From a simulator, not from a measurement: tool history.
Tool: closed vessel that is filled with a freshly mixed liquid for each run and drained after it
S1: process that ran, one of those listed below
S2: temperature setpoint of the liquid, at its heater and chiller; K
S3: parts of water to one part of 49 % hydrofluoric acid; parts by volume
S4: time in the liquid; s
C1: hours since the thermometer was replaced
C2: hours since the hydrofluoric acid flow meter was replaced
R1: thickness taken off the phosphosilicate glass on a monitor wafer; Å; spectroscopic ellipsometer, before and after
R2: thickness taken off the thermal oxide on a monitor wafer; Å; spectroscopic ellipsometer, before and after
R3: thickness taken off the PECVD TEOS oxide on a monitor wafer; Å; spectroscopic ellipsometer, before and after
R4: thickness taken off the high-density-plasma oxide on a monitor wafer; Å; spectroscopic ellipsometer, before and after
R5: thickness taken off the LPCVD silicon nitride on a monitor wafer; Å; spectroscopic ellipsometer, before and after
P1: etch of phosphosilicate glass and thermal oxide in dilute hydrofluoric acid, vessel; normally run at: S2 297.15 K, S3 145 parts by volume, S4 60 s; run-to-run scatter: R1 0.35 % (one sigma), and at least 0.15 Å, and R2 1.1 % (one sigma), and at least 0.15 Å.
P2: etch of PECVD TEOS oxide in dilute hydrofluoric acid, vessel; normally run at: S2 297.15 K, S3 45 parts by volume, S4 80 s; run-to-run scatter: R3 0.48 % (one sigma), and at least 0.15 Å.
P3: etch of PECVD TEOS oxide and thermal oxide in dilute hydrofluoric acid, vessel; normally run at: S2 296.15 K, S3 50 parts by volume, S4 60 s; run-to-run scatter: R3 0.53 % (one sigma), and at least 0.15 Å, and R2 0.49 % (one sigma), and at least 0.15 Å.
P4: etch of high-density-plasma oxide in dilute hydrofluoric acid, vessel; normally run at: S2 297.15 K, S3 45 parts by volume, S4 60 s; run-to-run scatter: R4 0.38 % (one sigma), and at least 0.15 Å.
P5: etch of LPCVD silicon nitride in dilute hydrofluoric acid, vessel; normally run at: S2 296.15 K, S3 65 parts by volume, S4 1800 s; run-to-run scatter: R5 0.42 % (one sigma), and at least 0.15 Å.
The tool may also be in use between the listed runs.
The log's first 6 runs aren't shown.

| run | hour | S1 | S2 | S3 | S4 | C1 | C2 | R1 | R2 | R3 | R4 | R5 |
|---|---|---|---|---|---|---|---|---|---|---|---|---|
| 7 | 73.9 | P1 | 297.15 | 60 | 60 | 552.3 | 444.6 | 1616.4 | 49.044 |  |  |  |
| 8 | 79.4 | P4 | 297.15 | 45 | 60 | 557.8 | 450.1 |  |  |  | 85.02 |  |
| 9 | 90.8 | P1 | 297.15 | 145 | 60 | 569.2 | 461.5 | 600.69 | 18.557 |  |  |  |
| 10 | 101.6 | P1 | 303.15 | 145 | 30 | 580 | 472.3 | 377.55 | 11.282 |  |  |  |
| 11 | 112.6 | P1 | 297.15 | 145 | 60 | 591 | 483.3 | 604.05 | 18.681 |  |  |  |
| 12 | 119.8 | P1 | 297.15 | 145 | 95 | 598.2 | 490.5 | 946.93 | 29.709 |  |  |  |
| 13 | 127.2 | P1 | 297.15 | 210 | 60 | 605.6 | 497.9 | 387.48 | 11.406 |  |  |  |
| 14 | 136.2 | P1 | 297.15 | 145 | 60 | 614.6 | 506.9 | 601.8 | 18.065 |  |  |  |
| 15 | 145 | P1 | 290.65 | 145 | 30 | 623.4 | 515.7 | 232.36 | 7.5279 |  |  |  |
| 16 | 152.2 | P3 | 296.15 | 50 | 60 | 630.6 | 522.9 |  | 57.043 | 163.9 |  |  |
| 17 | 161.8 | P1 | 293.65 | 235 | 60 | 640.2 | 532.5 | 296.83 | 9.1937 |  |  |  |
| 18 | 167.9 | P3 | 302.15 | 50 | 60 | 646.3 | 538.6 |  | 73.583 | 210.58 |  |  |
| 19 | 178.8 | P4 | 297.15 | 45 | 85 | 657.2 | 549.5 |  |  |  | 121.1 |  |
| 20 | 190.2 | P4 | 297.15 | 65 | 60 | 668.6 | 560.9 |  |  |  | 57.343 |  |
| 21 | 201.6 | P5 | 296.15 | 65 | 30 | 680 | 572.3 |  |  |  |  | 2.1861 |
| 22 | 213.7 | P5 | 301.65 | 65 | 1800 | 692.1 | 584.4 |  |  |  |  | 194.6 |

Run 23 comes next. What will it give?
| 23 | 220.6 | P2 | 297.15 | 45 | 30 | 699 | 591.3 |  |  | ? |  |  |

R3: 110.53 Å

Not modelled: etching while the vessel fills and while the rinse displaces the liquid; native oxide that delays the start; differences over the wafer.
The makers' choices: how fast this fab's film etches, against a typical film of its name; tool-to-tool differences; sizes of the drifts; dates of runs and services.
